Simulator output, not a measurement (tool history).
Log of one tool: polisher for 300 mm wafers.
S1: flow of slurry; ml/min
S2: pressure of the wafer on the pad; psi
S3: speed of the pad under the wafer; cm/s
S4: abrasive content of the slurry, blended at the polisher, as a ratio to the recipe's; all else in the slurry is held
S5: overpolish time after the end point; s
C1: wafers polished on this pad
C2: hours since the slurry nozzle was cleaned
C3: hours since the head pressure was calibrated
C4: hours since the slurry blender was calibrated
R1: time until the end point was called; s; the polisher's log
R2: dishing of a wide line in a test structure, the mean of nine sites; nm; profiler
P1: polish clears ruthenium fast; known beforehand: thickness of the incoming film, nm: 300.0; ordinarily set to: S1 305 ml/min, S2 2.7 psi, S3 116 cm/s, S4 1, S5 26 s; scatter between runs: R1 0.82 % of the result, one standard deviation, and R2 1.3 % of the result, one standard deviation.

| run | hour | S1 | S2 | S3 | S4 | S5 | C1 | C2 | C3 | C4 | R1 | R2 |
|---|---|---|---|---|---|---|---|---|---|---|---|---|
| 1 | 8.9 | 305 | 2.7 | 116 | 1 | 26 | 261 | 560.3 | 600.9 | 318.7 | 65.706 | 59.62 |
| 2 | 22.2 | 305 | 2.7 | 116 | 1.3 | 26 | 402 | 573.6 | 614.2 | 332 | 58.983 | 61.263 |
| 3 | 30.3 | 305 | 2.7 | 116 | 0.6 | 26 | 488 | 581.7 | 622.3 | 340.1 | 85.868 | 52.475 |
| 4 | 44.6 | 305 | 2.7 | 164 | 1 | 10 | 640 | 596 | 636.6 | 354.4 | 46.826 | 41.976 |
| 5 | 55.8 | 215 | 2.7 | 116 | 1 | 26 | 758 | 607.2 | 647.8 | 365.6 | 68.82 | 59.426 |
| 6 | 65.7 | 305 | 2.7 | 116 | 1 | 26 | 863 | 617.1 | 657.7 | 375.5 | 66.998 | 59.863 |
| 7 | 79.9 | 305 | 2.7 | 116 | 1 | 26 | 1014 | 631.3 | 671.9 | 389.7 | 66.151 | 59.498 |
| 8 | 94.3 | 435 | 2.7 | 116 | 1 | 26 | 1166 | 645.7 | 686.3 | 404.1 | 64.703 | 61.283 |
| 9 | 104.3 | 305 | 2.7 | 116 | 1 | 8 | 1272 | 655.7 | 696.3 | 414.1 | 65.961 | 27.858 |
| 10 | 119.1 | 305 | 2.7 | 52 | 1 | 26 | 1429 | 670.5 | 711.1 | 428.9 | 146.49 | 36.32 |
| 11 | 131.6 | 305 | 1.2 | 116 | 1 | 26 | 1562 | 683 | 723.6 | 441.4 | 148.04 | 35.97 |
| 12 | 142.6 | 305 | 2.7 | 116 | 1 | 26 | 1678 | 694 | 734.6 | 452.4 | 65.504 | 60.682 |
| 13 | 153.6 | 305 | 2.7 | 116 | 1 | 26 | 1795 | 705 | 745.6 | 463.4 | 65.84 | 60.8 |
| 14 | 162.4 | 305 | 2.7 | 116 | 1 | 26 | 1888 | 713.8 | 754.4 | 472.2 | 65.147 | 59.56 |
| 15 | 170.2 | 305 | 2.7 | 116 | 0.55 | 49 | 1971 | 721.6 | 762.2 | 480 | 91.198 | 67.355 |
| 16 | 184.3 | 305 | 3.7 | 116 | 1 | 26 | 2120 | 735.7 | 776.3 | 494.1 | 48.348 | 68.88 |
| 17 | 196.5 | 305 | 2.7 | 116 | 1 | 26 | 2249 | 747.9 | 788.5 | 506.3 | 67.296 | 60.005 |
| 18 | 211.7 | 305 | 2.7 | 176 | 1 | 26 | 2411 | 763.1 | 803.7 | 521.5 | 43.096 | 69.983 |
| 19 | 221.7 | 305 | 2.7 | 116 | 1 | 43 | 2516 | 773.1 | 813.7 | 531.5 | 66.119 | 72.393 |
| 20 | 230.9 | 305 | 2.7 | 116 | 1 | 26 | 2614 | 782.3 | 822.9 | 540.7 | 65.287 | 60.822 |
| 21 | 244.8 | 305 | 2.7 | 116 | 1 | 26 | 2761 | 796.2 | 836.8 | 554.6 | 69.604 | 58.264 |
| 22 | 256.3 | 305 | 2.7 | 116 | 1 | 26 | 2883 | 807.7 | 848.3 | 566.1 | 72.354 | 58.309 |
|  | 260 | head pressure recalibrated |
| 23 | 265 | 305 | 2.7 | 116 | 1 | 26 | 2975 | 816.4 | 5.1 | 574.8 | 72.33 | 57.616 |
|  | 271.7 | slurry nozzle cleaned |
| 24 | 271.7 | 305 | 2.7 | 116 | 1 | 26 | 3046 | 0 | 11.8 | 581.5 | 73.461 | 58.165 |
| 25 | 278.7 | 305 | 2.7 | 116 | 1 | 26 | 3121 | 7 | 18.8 | 588.5 | 72.225 | 58.822 |
| 26 | 287.5 | 305 | 2.7 | 116 | 1 | 26 | 3214 | 15.8 | 27.6 | 597.3 | 72.743 | 57.16 |

Compared with where it was, what P1 gives has crept away. Each cause listed below fits the log as well as the rest, at the size given for it:
A: removal rate lost through wear of the pad, % = 9.51
B: abrasive missing from the slurry, % = 18.8
Onset of the creep was near hour 230.9.
Each remaining cause and why it is not a fit:
slurry flow missing at the pad, %: its service at hour 271.7 followed the start of the drift and did not put the process back to its old value
head's pressure below its setpoint, %: its service at hour 260 followed the start of the drift and did not put the process back to its old value

Which of the 4 check runs listed below, each an average over 5 wafers with its results shown as question marks, gives clearly different results under the different listed causes?
| check 1 | 296.3 | 305 | 1.3 | 116 | 1 | 26 |  |  |  |  | ? | ? |
| check 2 | 296.3 | 305 | 2.7 | 116 | 0.6 | 26 |  |  |  |  | ? | ? |
| check 3 | 296.3 | 305 | 2.7 | 146 | 1 | 26 |  |  |  |  | ? | ? |
| check 4 | 296.3 | 305 | 3.7 | 72 | 1 | 26 |  |  |  |  | ? | ? |

Check results expected under each cause:
| check | result | if A | if B |
|---|---|---|---|
| check 1 | R1 | 151.57 | 151.59 |
| check 1 | R2 | 35.742 | 35.738 |
| check 2 | R1 | 95.092 | 97.631 |
| check 2 | R2 | 49.033 | 48.246 |
| check 3 | R1 | 57.982 | 57.99 |
| check 3 | R2 | 63.51 | 63.506 |
| check 4 | R1 | 85.798 | 85.809 |
| check 4 | R2 | 52.118 | 52.114 |
Separation of the two closest causes in each check, using whichever result separates them best: check 1 0.01 %; check 2 2.64 %; check 3 0.01 %; check 4 0.01 %
The other checks would show nearly matching results whichever cause is true, so check 2 is the only one that separates the causes.

Then check 2 was run and gave: R1 95.228 s; R2 49.026 nm. Which cause is it?

A is the cause: removal rate lost through wear of the pad, %.
